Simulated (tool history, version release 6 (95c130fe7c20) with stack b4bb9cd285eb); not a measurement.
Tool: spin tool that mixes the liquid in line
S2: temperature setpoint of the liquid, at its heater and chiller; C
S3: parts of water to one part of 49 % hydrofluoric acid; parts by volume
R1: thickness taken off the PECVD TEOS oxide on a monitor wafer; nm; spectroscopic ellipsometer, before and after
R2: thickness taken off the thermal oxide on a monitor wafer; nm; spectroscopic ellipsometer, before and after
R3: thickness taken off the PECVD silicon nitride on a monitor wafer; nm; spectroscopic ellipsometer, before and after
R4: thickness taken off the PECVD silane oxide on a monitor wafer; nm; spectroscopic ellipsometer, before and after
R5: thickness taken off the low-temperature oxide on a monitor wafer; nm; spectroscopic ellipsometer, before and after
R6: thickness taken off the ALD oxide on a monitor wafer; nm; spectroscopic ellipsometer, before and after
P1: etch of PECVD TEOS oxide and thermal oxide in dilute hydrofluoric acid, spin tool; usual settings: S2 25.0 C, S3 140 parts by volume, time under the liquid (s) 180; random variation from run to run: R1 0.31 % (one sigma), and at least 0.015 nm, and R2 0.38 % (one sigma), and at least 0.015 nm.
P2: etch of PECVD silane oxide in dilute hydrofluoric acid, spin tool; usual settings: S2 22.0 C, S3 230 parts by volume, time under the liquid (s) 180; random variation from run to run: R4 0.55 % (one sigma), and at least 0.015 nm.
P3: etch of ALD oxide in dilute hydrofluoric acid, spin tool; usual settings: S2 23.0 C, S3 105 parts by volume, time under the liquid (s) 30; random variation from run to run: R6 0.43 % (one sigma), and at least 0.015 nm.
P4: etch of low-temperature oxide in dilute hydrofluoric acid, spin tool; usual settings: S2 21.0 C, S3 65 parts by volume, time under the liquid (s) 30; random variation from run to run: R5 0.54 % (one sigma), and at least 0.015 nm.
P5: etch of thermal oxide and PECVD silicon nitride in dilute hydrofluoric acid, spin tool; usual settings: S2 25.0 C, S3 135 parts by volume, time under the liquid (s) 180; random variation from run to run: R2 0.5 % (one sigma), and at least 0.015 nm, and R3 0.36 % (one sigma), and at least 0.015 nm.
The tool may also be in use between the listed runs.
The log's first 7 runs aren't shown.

run 8 hour=38.9 | process_that_ran=P5 S2=25.0 S3=135 time_under_the_liquid_(s)=180 | R2=6.5344 R3=7.5462
run 9 hour=45.5 | process_that_ran=P1 S2=25.0 S3=30 time_under_the_liquid_(s)=180 | R1=92.8690 R2=33.9230
-- hour=47.6 hydrofluoric acid flow meter replaced
run 10 hour=50.8 | process_that_ran=P3 S2=23.0 S3=145 time_under_the_liquid_(s)=30 | R6=3.3568
run 11 hour=56.6 | process_that_ran=P1 S2=25.0 S3=190 time_under_the_liquid_(s)=180 | R1=11.9840 R2=4.3595
run 12 hour=59.4 | process_that_ran=P1 S2=20.5 S3=140 time_under_the_liquid_(s)=180 | R1=14.4950 R2=5.3052
run 13 hour=63.3 | process_that_ran=P1 S2=25.0 S3=140 time_under_the_liquid_(s)=180 | R1=17.2560 R2=6.2945
run 14 hour=69.4 | process_that_ran=P4 S2=21.0 S3=65 time_under_the_liquid_(s)=30 | R5=5.2555
run 15 hour=74.5 | process_that_ran=P1 S2=30.0 S3=140 time_under_the_liquid_(s)=275 | R1=31.7690 R2=11.5380
run 16 hour=79.0 | process_that_ran=P1 S2=25.0 S3=140 time_under_the_liquid_(s)=180 | R1=17.2200 R2=6.2697
run 17 hour=83.1 | process_that_ran=P1 S2=28.5 S3=140 time_under_the_liquid_(s)=180 | R1=19.7910 R2=7.1439
run 18 hour=88.6 | process_that_ran=P5 S2=25.0 S3=135 time_under_the_liquid_(s)=345 | R2=12.5170 R3=14.5280
run 19 hour=94.4 | process_that_ran=P1 S2=25.0 S3=140 time_under_the_liquid_(s)=180 | R1=17.3070 R2=6.2906
run 20 hour=98.8 | process_that_ran=P2 S2=22.0 S3=230 time_under_the_liquid_(s)=180 | R4=31.614
run 21 hour=103.0 | process_that_ran=P3 S2=23.0 S3=105 time_under_the_liquid_(s)=30 | R6=4.9315
run 22 hour=107.1 | process_that_ran=P1 S2=25.0 S3=140 time_under_the_liquid_(s)=85 | R1=8.1603 R2=2.9986

The next listed run, before its measurement:
run 23 hour=112.5 | process_that_ran=P5 S2=25.0 S3=60 time_under_the_liquid_(s)=180 | R2=? R3=?

Run 23 gave R2 15.9270 nm, R3 16.9260 nm.

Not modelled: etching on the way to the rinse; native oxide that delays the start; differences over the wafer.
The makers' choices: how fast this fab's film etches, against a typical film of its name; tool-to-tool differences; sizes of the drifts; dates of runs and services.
